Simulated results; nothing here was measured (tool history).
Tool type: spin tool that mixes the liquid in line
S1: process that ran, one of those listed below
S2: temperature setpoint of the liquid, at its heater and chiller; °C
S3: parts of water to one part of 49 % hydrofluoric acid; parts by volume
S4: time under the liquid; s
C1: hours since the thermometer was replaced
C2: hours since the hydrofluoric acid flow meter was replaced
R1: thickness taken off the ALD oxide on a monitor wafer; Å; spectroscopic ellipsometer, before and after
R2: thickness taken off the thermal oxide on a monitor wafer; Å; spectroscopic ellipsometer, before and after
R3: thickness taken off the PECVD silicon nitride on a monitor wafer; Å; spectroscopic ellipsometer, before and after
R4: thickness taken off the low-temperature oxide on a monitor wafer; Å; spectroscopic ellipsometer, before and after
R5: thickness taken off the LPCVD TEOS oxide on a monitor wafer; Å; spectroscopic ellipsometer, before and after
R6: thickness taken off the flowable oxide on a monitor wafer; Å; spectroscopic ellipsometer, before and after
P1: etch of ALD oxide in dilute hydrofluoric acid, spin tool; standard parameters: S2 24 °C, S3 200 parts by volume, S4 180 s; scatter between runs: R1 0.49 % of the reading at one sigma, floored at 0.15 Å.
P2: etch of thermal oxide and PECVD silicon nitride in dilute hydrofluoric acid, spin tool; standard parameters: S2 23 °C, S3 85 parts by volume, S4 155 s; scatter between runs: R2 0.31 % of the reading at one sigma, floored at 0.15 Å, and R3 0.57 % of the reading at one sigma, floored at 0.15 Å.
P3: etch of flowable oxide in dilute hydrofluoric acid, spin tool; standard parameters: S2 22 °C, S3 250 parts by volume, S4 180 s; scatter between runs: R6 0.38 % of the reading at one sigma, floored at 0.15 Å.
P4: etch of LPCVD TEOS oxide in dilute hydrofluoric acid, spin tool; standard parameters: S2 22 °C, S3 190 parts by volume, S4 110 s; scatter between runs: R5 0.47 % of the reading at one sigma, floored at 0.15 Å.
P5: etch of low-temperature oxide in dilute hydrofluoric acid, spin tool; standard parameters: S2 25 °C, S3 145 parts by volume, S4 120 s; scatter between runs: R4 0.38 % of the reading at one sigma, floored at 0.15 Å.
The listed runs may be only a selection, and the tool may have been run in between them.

run,day,S1,S2,S3,S4,C1,C2,R1,R2,R3,R4,R5,R6
1,0.267,P1,24,200,180,213.1,101.8,153.95,,,,,
2,0.454,P2,23,85,240,217.6,106.3,,128.57,97.296,,,
3,0.804,P1,24,200,180,226,114.7,155.62,,,,,
4,1.15,P2,23,85,155,234.3,123,,82.9,62.278,,,
5,1.442,P1,24,80,180,241.3,130,442.83,,,,,
6,1.712,P1,30.5,200,320,247.8,136.5,346.11,,,,,
7,2.054,P1,18,200,180,256,144.7,123.32,,,,,
8,2.312,P5,32.5,145,120,262.2,150.9,,,,290.8,,
9,2.608,P1,24,200,180,269.3,158,154.53,,,,,
10,2.908,P4,22,190,110,276.5,165.2,,,,,83.714,
11,3.217,P3,22,250,180,283.9,172.6,,,,,,250.56
12,3.45,P5,25,145,200,289.5,178.2,,,,365.85,,
13,3.7,P4,25.5,190,110,295.5,184.2,,,,,95.037,
14,3.888,P1,24,200,335,300,188.7,291.3,,,,,
15,4.196,P3,22,40,180,307.4,196.1,,,,,,1968.4
16,4.408,P2,23,120,155,312.5,201.2,,55.709,44.478,,,
17,4.567,P5,25,145,120,316.3,205,,,,217.6,,
18,4.721,P3,17,250,180,320,208.7,,,,,,206.92
19,4.958,P3,22,250,180,325.7,214.4,,,,,,248.92
20,5.125,P1,24,360,180,329.7,218.4,73.569,,,,,
21,5.304,P2,23,85,155,334,222.7,,82.567,62.141,,,
22,5.521,P2,28,85,155,339.2,227.9,,101.06,87.006,,,
23,5.817,P5,25,235,120,346.3,235,,,,123.56,,
24,5.992,P3,22,250,55,350.5,239.2,,,,,,76.155
25,6.217,P4,22,190,40,355.9,244.6,,,,,30.761,
# day 6.342: thermometer replaced
26,6.375,P4,22,325,110,0.8,248.4,,,,,42.962,
27,6.588,P1,24,200,180,5.9,253.5,154.53,,,,,
28,6.783,P1,24,200,180,10.6,258.2,155.92,,,,,
29,6.958,P1,24,200,15,14.8,262.4,12.873,,,,,
30,7.246,P1,24,200,180,21.7,269.3,154.85,,,,,
31,7.592,P1,30.5,200,180,30,277.6,195.43,,,,,
32,7.875,P1,24,200,180,36.8,284.4,154,,,,,
33,8.167,P1,24,200,180,43.8,291.4,159.47,,,,,
34,8.4,P1,24,200,180,49.4,297,161.88,,,,,
35,8.683,P1,24,200,180,56.2,303.8,163.61,,,,,
36,8.958,P1,24,200,180,62.8,310.4,166.51,,,,,
37,9.3,P1,24,200,180,71,318.6,166.02,,,,,
38,9.504,P1,24,200,180,75.9,323.5,167.8,,,,,
39,9.8,P1,24,200,180,83,330.6,167.57,,,,,
40,9.967,P1,24,200,180,87,334.6,167.28,,,,,
41,10.204,P1,24,200,180,92.7,340.3,167.49,,,,,
42,10.496,P1,24,200,180,99.7,347.3,168.68,,,,,
43,10.733,P1,24,200,180,105.4,353,169.24,,,,,

What P1 gives has crept off from where it sat before. The 2 causes that follow fit the log equally well, each at the size noted:
A: liquid hotter than its thermometer reads (K) = 2.3
B: hydrofluoric acid flow above the setpoint (%) = 7.17
Creep in the process output first set in at about day 7.875.

Which of the 4 check runs listed below separates the causes, so that each cause would produce a clearly different result? Each run uses one wafer, and its results are marked with question marks.
check 1,10.971,P2,23,85,155,,,,?,?,,,
check 2,10.971,P5,25,145,120,,,,,,?,,
check 3,10.971,P3,22,250,180,,,,,,,,?
check 4,10.971,P4,22,190,110,,,,,,,?,

Check results expected under each cause:
check,result,if A,if B
check 1,R2,90.605,89.192
check 1,R3,72.736,66.855
check 2,R4,238.72,237.38
check 3,R6,271.55,272.24
check 4,R5,91.821,91.471
Per check, the gap between the least separated pair of causes, taken in the result that splits them most: check 1 8.43 %; check 2 0.56 %; check 3 0.26 %; check 4 0.38 %
Check 1 tells the causes apart: in the others they would give nearly the same result.

After running check 1, the following was obtained: R2 90.669 Å; R3 71.776 Å. Which cause does this point to?

It is A: liquid hotter than its thermometer reads (K).

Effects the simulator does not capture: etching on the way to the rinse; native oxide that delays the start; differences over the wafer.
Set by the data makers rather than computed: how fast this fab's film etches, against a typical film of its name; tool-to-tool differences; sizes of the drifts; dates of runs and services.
